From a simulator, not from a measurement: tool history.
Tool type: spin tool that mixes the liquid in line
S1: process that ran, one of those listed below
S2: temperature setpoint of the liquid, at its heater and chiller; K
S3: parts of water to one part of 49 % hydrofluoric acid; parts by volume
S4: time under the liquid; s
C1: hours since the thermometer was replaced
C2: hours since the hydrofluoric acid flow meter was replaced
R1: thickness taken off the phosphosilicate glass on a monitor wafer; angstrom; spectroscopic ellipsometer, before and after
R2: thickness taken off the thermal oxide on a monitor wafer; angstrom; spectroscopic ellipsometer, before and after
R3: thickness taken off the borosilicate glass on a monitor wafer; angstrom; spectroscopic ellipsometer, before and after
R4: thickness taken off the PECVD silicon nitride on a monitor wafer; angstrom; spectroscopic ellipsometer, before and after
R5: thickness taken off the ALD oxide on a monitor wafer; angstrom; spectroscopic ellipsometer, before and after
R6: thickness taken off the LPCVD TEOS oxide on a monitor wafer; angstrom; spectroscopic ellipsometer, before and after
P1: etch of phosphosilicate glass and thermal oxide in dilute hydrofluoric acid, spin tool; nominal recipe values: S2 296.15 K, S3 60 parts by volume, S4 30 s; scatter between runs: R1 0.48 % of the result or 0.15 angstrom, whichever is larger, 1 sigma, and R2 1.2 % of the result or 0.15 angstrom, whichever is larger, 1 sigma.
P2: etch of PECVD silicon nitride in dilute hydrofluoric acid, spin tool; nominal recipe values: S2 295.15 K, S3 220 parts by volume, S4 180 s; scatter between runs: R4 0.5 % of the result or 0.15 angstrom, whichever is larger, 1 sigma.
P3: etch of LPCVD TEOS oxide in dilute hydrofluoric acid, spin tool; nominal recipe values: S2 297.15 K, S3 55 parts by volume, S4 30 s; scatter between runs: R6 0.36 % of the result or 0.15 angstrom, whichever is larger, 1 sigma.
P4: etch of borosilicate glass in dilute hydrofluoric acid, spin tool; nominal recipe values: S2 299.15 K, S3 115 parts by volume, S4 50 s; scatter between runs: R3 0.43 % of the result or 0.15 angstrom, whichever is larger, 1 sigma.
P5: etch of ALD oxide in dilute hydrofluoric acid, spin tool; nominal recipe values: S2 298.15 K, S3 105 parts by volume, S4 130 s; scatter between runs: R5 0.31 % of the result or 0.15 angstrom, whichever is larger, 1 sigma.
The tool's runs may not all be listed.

run   hour  S1      S2   S3   S4      C1     C2       R1       R2      R3      R4      R5       R6
  1   10.0  P1  296.15   60   30  1616.1  849.7   757.49  22.9190
  2   18.8  P4  299.15  115   50  1624.9  858.5                    140.25
  3   34.7  P2  302.65  220  180  1640.8  874.4                            64.531
  4   44.7  P5  298.15  105  130  1650.8  884.4                                    262.95
      52.9  -- hydrofluoric acid flow meter replaced
  5   60.1  P2  295.15  220  180  1666.2    7.2                            41.540
  6   73.1  P1  290.15   60   30  1679.2   20.2   584.82  17.4820
  7   82.6  P4  299.15  115   75  1688.7   29.7                    210.93
  8   90.7  P5  298.15  105   65  1696.8   37.8                                    131.38
  9  100.9  P3  304.65   55   30  1707.0   48.0                                            188.240
 10  115.3  P1  296.15   60   30  1721.4   62.4   758.73  22.5300
 11  125.4  P2  295.15  220  340  1731.5   72.5                            77.313
 12  136.5  P5  306.65  105  130  1742.6   83.6                                    362.32
 13  148.1  P3  297.15   55   30  1754.2   95.2                                            138.630
 14  162.2  P2  295.15  340  180  1768.3  109.3                            26.939
 15  176.7  P1  296.15   60   30  1782.8  123.8   757.67  23.1620
 16  186.6  P2  295.15  220  180  1792.7  133.7                            40.795
 17  199.5  P1  296.15   85   30  1805.6  146.6   518.89  15.3020
 18  215.6  P1  290.15   60   15  1821.7  162.7   294.57   9.2698
 19  231.9  P5  298.15   35  130  1838.0  179.0                                    860.47
 20  247.9  P1  296.15   60   15  1854.0  195.0   380.20  11.4370
 21  262.6  P4  299.15  115   50  1868.7  209.7                    140.86
 22  275.9  P3  297.15   55   30  1882.0  223.0                                            139.850
 23  289.6  P1  296.15   60   30  1895.7  236.7   757.04  23.0080
 24  303.1  P4  299.15   70   50  1909.2  250.2                    243.84
 25  313.6  P3  297.15   55   60  1919.7  260.7                                            278.290
 26  323.3  P1  296.15   60   30  1929.4  270.4   758.95  23.0960
 27  333.8  P3  297.15  100   30  1939.9  280.9                                             72.729
 28  349.3  P1  296.15   20   30  1955.4  296.4  2400.40  72.5590
 29  360.7  P1  296.15   60   50  1966.8  307.8  1253.70  37.8150
 30  376.3  P4  291.65  115   50  1982.4  323.4                    103.82
 31  387.3  P1  303.65   60   30  1993.4  334.4  1027.50  30.5620
 32  399.2  P1  296.15   60   30  2005.3  346.3   755.68  22.4110
 33  406.7  P1  296.15   35   60  2012.8  353.8  2703.60  79.4160
 34  420.2  P1  296.15   60   30  2026.3  367.3   755.26  23.2610
 35  430.9  P1  296.15   60   30  2037.0  378.0   736.87  22.2600
 36  443.5  P1  296.15   60   30  2049.6  390.6   727.89  21.7080
 37  454.1  P1  296.15   60   30  2060.2  401.2   725.81  20.6340
 38  466.4  P1  296.15   60   30  2072.5  413.5   710.71  21.6190
 39  474.1  P1  296.15   60   30  2080.2  421.2   712.76  21.1020
 40  483.6  P1  296.15   60   30  2089.7  430.7   708.08  20.9950
 41  492.3  P1  296.15   60   30  2098.4  439.4   703.72  20.9670
 42  504.1  P1  296.15   60   30  2110.2  451.2   709.35  21.5280

What P1 gives has crept away from where it was. These 2 causes fit the log equally well, each at the size given:
A: hydrofluoric acid flow below the setpoint (%) = 6.21
B: liquid colder than its thermometer reads (K) = 1.67
Onset of the creep was near hour 420.2.

Listed below are the offered check runs, one wafer per run, with question marks in place of results. For which of them would the causes give clearly different outcomes?
check 1  515.9  P4  299.15  115   50                   ?
check 2  515.9  P5  298.15  105  130                           ?
check 3  515.9  P2  295.15  220  180                       ?
check 4  515.9  P3  297.15   55   30                               ?

What each check would give under each cause:
  check  result     if A     if B
check 1      R3   130.89   132.05
check 2      R5   244.08   245.77
check 3      R4   38.568   36.878
check 4      R6  130.200  130.200
Per check, the gap between the least separated pair of causes, taken in the result that splits them most: check 1 0.89 %; check 2 0.69 %; check 3 4.48 %; check 4 0 %
Of the check runs offered, only check 3 discriminates between the causes; the rest would read about the same regardless of which cause applies.

Check 3 was then run and gave: R4 38.435 angstrom. Which cause is it?

The correct cause is A, namely: hydrofluoric acid flow below the setpoint (%).
